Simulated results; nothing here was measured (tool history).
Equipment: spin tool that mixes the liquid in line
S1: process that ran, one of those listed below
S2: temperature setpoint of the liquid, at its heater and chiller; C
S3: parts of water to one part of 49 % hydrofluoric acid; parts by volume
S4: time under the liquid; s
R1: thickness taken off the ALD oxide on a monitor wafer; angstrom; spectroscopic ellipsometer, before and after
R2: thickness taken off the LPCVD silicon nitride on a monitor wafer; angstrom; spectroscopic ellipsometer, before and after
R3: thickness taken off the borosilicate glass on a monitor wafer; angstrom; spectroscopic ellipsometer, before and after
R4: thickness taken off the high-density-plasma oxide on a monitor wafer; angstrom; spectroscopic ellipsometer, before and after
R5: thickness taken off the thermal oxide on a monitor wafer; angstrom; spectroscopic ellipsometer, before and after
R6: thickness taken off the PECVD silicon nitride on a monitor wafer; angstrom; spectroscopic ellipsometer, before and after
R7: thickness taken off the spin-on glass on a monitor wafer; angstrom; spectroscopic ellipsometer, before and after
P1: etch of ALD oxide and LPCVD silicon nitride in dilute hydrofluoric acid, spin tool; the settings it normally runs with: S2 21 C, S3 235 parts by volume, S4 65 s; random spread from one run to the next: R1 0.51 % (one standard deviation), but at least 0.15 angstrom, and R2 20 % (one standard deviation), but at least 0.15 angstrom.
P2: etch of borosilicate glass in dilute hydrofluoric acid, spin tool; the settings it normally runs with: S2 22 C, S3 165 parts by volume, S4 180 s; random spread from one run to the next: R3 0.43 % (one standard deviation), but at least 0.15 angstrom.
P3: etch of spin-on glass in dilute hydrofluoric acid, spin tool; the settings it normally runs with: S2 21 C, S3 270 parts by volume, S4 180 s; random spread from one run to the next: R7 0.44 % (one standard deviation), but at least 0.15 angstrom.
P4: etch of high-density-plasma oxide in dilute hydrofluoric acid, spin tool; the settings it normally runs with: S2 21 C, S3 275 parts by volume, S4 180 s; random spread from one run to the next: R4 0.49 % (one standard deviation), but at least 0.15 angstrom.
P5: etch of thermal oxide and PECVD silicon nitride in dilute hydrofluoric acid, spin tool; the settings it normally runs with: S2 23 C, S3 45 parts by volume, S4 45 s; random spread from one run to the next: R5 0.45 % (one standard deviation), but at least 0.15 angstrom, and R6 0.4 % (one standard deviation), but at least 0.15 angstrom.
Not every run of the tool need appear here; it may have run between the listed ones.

run 1 hour=4.0 | S1=P1 S2=21 S3=235 S4=65 | R1=62.833 R2=1.060800
run 2 hour=8.6 | S1=P2 S2=22 S3=165 S4=340 | R3=337.23
run 3 hour=12.4 | S1=P4 S2=21 S3=275 S4=265 | R4=72.368
run 4 hour=18.3 | S1=P1 S2=21 S3=235 S4=65 | R1=62.967 R2=1.478500
run 5 hour=23.3 | S1=P1 S2=21 S3=235 S4=65 | R1=62.502 R2=1.292100
run 6 hour=29.9 | S1=P5 S2=17 S3=45 S4=45 | R5=36.293 R6=33.092
run 7 hour=37.9 | S1=P3 S2=21 S3=115 S4=180 | R7=338.53
run 8 hour=43.8 | S1=P1 S2=17 S3=235 S4=65 | R1=54.060 R2=0.904120
run 9 hour=52.0 | S1=P1 S2=21 S3=235 S4=65 | R1=63.199 R2=1.206600
run 10 hour=57.3 | S1=P1 S2=21 S3=235 S4=65 | R1=62.702 R2=1.189800
run 11 hour=64.5 | S1=P2 S2=22 S3=35 S4=180 | R3=978.81
run 12 hour=69.1 | S1=P5 S2=23 S3=65 S4=45 | R5=31.663 R6=35.060
run 13 hour=74.9 | S1=P3 S2=21 S3=270 S4=40 | R7=27.48
run 14 hour=80.2 | S1=P1 S2=21 S3=385 S4=25 | R1=13.045 R2=0.028258
run 15 hour=88.0 | S1=P2 S2=17 S3=165 S4=180 | R3=146.12
run 16 hour=93.5 | S1=P1 S2=21 S3=235 S4=65 | R1=62.524 R2=1.484400
run 17 hour=101.5 | S1=P4 S2=29 S3=275 S4=180 | R4=64.816
run 18 hour=107.6 | S1=P5 S2=23 S3=45 S4=80 | R5=83.719 R6=89.802
run 19 hour=112.3 | S1=P1 S2=21 S3=235 S4=30 | R1=28.497 R2=0.658990
run 20 hour=119.8 | S1=P1 S2=21 S3=235 S4=65 | R1=63.097 R2=1.534300
run 21 hour=128.2 | S1=P4 S2=21 S3=485 S4=180 | R4=23.274
run 22 hour=134.7 | S1=P4 S2=21 S3=275 S4=180 | R4=49.523
run 23 hour=140.3 | S1=P1 S2=21 S3=365 S4=65 | R1=36.369 R2=0.734760
run 24 hour=148.7 | S1=P2 S2=22 S3=165 S4=180 | R3=176.93
run 25 hour=154.5 | S1=P1 S2=21 S3=235 S4=125 | R1=121.240 R2=2.695800
run 26 hour=160.6 | S1=P1 S2=21 S3=115 S4=65 | R1=146.380 R2=2.005100
run 27 hour=167.4 | S1=P5 S2=23 S3=45 S4=45 | R5=47.284 R6=50.865
run 28 hour=175.9 | S1=P3 S2=17 S3=270 S4=180 | R7=105.16
run 29 hour=183.3 | S1=P3 S2=21 S3=270 S4=180 | R7=123.19
run 30 hour=188.0 | S1=P4 S2=21 S3=275 S4=180 | R4=49.246
run 31 hour=195.1 | S1=P1 S2=29 S3=235 S4=65 | R1=83.538 R2=2.007900
run 32 hour=202.4 | S1=P1 S2=21 S3=235 S4=65 | R1=62.610 R2=0.796570
run 33 hour=207.6 | S1=P1 S2=21 S3=235 S4=65 | R1=64.747 R2=1.136700
run 34 hour=212.3 | S1=P1 S2=21 S3=235 S4=65 | R1=64.322 R2=1.195900
run 35 hour=220.2 | S1=P1 S2=21 S3=235 S4=65 | R1=65.435 R2=0.850600
run 36 hour=228.1 | S1=P1 S2=21 S3=235 S4=65 | R1=66.464 R2=1.221100
run 37 hour=232.9 | S1=P1 S2=21 S3=235 S4=65 | R1=66.504 R2=1.513300
run 38 hour=238.2 | S1=P1 S2=21 S3=235 S4=65 | R1=66.869 R2=1.223800
run 39 hour=245.9 | S1=P1 S2=21 S3=235 S4=65 | R1=66.373 R2=1.655200

The output of P1 has drifted from where it used to be. Each of the 2 causes below, taken at the size shown beside it, accounts for the log equally well:
A: hydrofluoric acid flow above the setpoint (%) = 4.5
B: liquid hotter than its thermometer reads (K) = 1.46
The drift started at roughly hour 202.4.

The check runs listed below each take one wafer, and their results are still question marks. Under which run would the listed causes lead to clearly different results?
run check 1 hour=253.6 | S1=P4 S2=25.5 S3=430 S4=180 | R4=?
run check 2 hour=253.6 | S1=P2 S2=17.0 S3=165 S4=180 | R3=?
run check 3 hour=253.6 | S1=P3 S2=21.0 S3=135 S4=180 | R7=?
run check 4 hour=253.6 | S1=P5 S2=23.0 S3=60 S4=45 | R5=? R6=?

What every check run would give for each of its results, assuming each possible cause in turn:
check=check_1 result=R4 if_A=33.882 if_B=33.376
check=check_2 result=R3 if_A=153.36 if_B=154.60
check=check_3 result=R7 if_A=295.56 if_B=297.74
check=check_4 result=R5 if_A=36.489 if_B=36.948
check=check_4 result=R6 if_A=39.733 if_B=41.985
Gap, in per cent, between the two causes that each check separates least, read from the result that separates them most: check 1 1.5 %; check 2 0.81 %; check 3 0.73 %; check 4 5.51 %
Only in check 4 would the causes give clearly different results; in the remaining checks their results would be nearly the same.

After running check 4, the following was obtained: R5 36.187 angstrom; R6 39.467 angstrom. Which cause does this point to?

Of the candidate causes, it is A: hydrofluoric acid flow above the setpoint (%).

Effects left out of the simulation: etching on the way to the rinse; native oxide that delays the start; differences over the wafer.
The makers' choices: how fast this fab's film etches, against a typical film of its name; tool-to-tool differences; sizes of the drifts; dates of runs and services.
